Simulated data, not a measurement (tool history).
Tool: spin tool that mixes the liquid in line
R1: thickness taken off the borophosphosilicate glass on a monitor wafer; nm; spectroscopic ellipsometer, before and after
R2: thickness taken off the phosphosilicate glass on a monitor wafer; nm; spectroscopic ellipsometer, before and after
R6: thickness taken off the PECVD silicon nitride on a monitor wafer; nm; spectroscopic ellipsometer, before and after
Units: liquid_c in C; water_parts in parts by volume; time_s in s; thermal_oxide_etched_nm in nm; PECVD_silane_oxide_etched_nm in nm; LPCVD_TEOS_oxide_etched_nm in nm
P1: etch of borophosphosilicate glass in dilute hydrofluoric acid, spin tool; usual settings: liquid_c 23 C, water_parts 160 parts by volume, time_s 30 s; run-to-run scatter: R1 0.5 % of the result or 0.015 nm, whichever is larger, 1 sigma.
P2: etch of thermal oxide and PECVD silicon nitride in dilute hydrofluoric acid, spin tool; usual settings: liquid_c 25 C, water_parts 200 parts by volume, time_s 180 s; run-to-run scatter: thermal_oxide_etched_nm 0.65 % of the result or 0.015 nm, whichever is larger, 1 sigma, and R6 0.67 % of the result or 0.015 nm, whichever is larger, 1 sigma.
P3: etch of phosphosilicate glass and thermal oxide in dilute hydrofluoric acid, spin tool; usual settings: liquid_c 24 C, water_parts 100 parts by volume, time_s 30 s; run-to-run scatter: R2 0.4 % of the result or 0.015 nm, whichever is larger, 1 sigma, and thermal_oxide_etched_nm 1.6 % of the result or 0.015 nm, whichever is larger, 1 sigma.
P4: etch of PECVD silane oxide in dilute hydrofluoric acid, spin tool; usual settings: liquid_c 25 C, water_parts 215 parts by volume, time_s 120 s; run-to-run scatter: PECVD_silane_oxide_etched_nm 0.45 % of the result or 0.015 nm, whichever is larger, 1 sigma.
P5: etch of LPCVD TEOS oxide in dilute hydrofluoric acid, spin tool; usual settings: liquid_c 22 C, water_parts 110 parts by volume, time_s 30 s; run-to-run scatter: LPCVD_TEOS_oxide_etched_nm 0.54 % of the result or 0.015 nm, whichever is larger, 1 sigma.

{"run": 1, "hour": 15.3, "process": "P1", "liquid_c": 23, "water_parts": 160, "time_s": 30, "R1": 13.954}
{"run": 2, "hour": 29.5, "process": "P3", "liquid_c": 31, "water_parts": 100, "time_s": 30, "R2": 23.581, "thermal_oxide_etched_nm": 1.8432}
{"run": 3, "hour": 41.2, "process": "P1", "liquid_c": 23, "water_parts": 100, "time_s": 30, "R1": 23.749}
{"run": 4, "hour": 58.9, "process": "P1", "liquid_c": 23, "water_parts": 160, "time_s": 30, "R1": 14.1}
{"run": 5, "hour": 69.3, "process": "P3", "liquid_c": 24, "water_parts": 100, "time_s": 30, "R2": 18.075, "thermal_oxide_etched_nm": 1.3975}
{"run": 6, "hour": 85.3, "process": "P1", "liquid_c": 23, "water_parts": 160, "time_s": 30, "R1": 13.969}
{"run": 7, "hour": 100.5, "process": "P4", "liquid_c": 25, "water_parts": 215, "time_s": 60, "PECVD_silane_oxide_etched_nm": 6.002}
{"run": 8, "hour": 113.3, "process": "P1", "liquid_c": 23, "water_parts": 160, "time_s": 30, "R1": 13.922}
{"run": 9, "hour": 127.8, "process": "P1", "liquid_c": 31, "water_parts": 160, "time_s": 30, "R1": 18.626}
{"run": 10, "hour": 141.4, "process": "P5", "liquid_c": 22, "water_parts": 110, "time_s": 15, "LPCVD_TEOS_oxide_etched_nm": 4.454}
{"run": 11, "hour": 157.6, "process": "P1", "liquid_c": 23, "water_parts": 160, "time_s": 15, "R1": 7.0497}
{"run": 12, "hour": 170.5, "process": "P1", "liquid_c": 17, "water_parts": 160, "time_s": 30, "R1": 10.947}
{"run": 13, "hour": 180.6, "process": "P1", "liquid_c": 23, "water_parts": 160, "time_s": 30, "R1": 14.023}
{"run": 14, "hour": 191.7, "process": "P2", "liquid_c": 25, "water_parts": 300, "time_s": 180, "thermal_oxide_etched_nm": 2.4079, "R6": 2.8598}
{"run": 15, "hour": 205.2, "process": "P4", "liquid_c": 31, "water_parts": 215, "time_s": 120, "PECVD_silane_oxide_etched_nm": 14.91}
{"run": 16, "hour": 216.3, "process": "P4", "liquid_c": 25, "water_parts": 120, "time_s": 120, "PECVD_silane_oxide_etched_nm": 24.041}
{"run": 17, "hour": 225.3, "process": "P5", "liquid_c": 22, "water_parts": 175, "time_s": 30, "LPCVD_TEOS_oxide_etched_nm": 5.2171}
{"run": 18, "hour": 236.2, "process": "P3", "liquid_c": 24, "water_parts": 145, "time_s": 30, "R2": 11.89, "thermal_oxide_etched_nm": 0.88001}
{"run": 19, "hour": 250.0, "process": "P4", "liquid_c": 25, "water_parts": 215, "time_s": 120, "PECVD_silane_oxide_etched_nm": 12.074}
{"run": 20, "hour": 262.6, "process": "P1", "liquid_c": 23, "water_parts": 290, "time_s": 30, "R1": 6.7401}
{"run": 21, "hour": 278.0, "process": "P5", "liquid_c": 26.5, "water_parts": 110, "time_s": 30, "LPCVD_TEOS_oxide_etched_nm": 10.519}
{"run": 22, "hour": 289.5, "process": "P1", "liquid_c": 23, "water_parts": 160, "time_s": 30, "R1": 13.964}
{"run": 23, "hour": 302.4, "process": "P1", "liquid_c": 23, "water_parts": 160, "time_s": 30, "R1": 13.936}
{"run": 24, "hour": 311.1, "process": "P2", "liquid_c": 25, "water_parts": 200, "time_s": 335, "thermal_oxide_etched_nm": 7.5023, "R6": 8.0196}
{"run": 25, "hour": 321.4, "process": "P3", "liquid_c": 24, "water_parts": 100, "time_s": 15, "R2": 9.0319, "thermal_oxide_etched_nm": 0.65977}
{"run": 26, "hour": 329.5, "process": "P2", "liquid_c": 21, "water_parts": 200, "time_s": 180, "thermal_oxide_etched_nm": 3.4737, "R6": 3.3078}
{"run": 27, "hour": 344.8, "process": "P5", "liquid_c": 22, "water_parts": 110, "time_s": 30, "LPCVD_TEOS_oxide_etched_nm": 8.8737}

Run 28 comes next. What will it give?
{"run": 28, "hour": 360.4, "process": "P1", "liquid_c": 23, "water_parts": 160, "time_s": 45, "R1": "?"}

{"run 28": {"R1": 21.065}}

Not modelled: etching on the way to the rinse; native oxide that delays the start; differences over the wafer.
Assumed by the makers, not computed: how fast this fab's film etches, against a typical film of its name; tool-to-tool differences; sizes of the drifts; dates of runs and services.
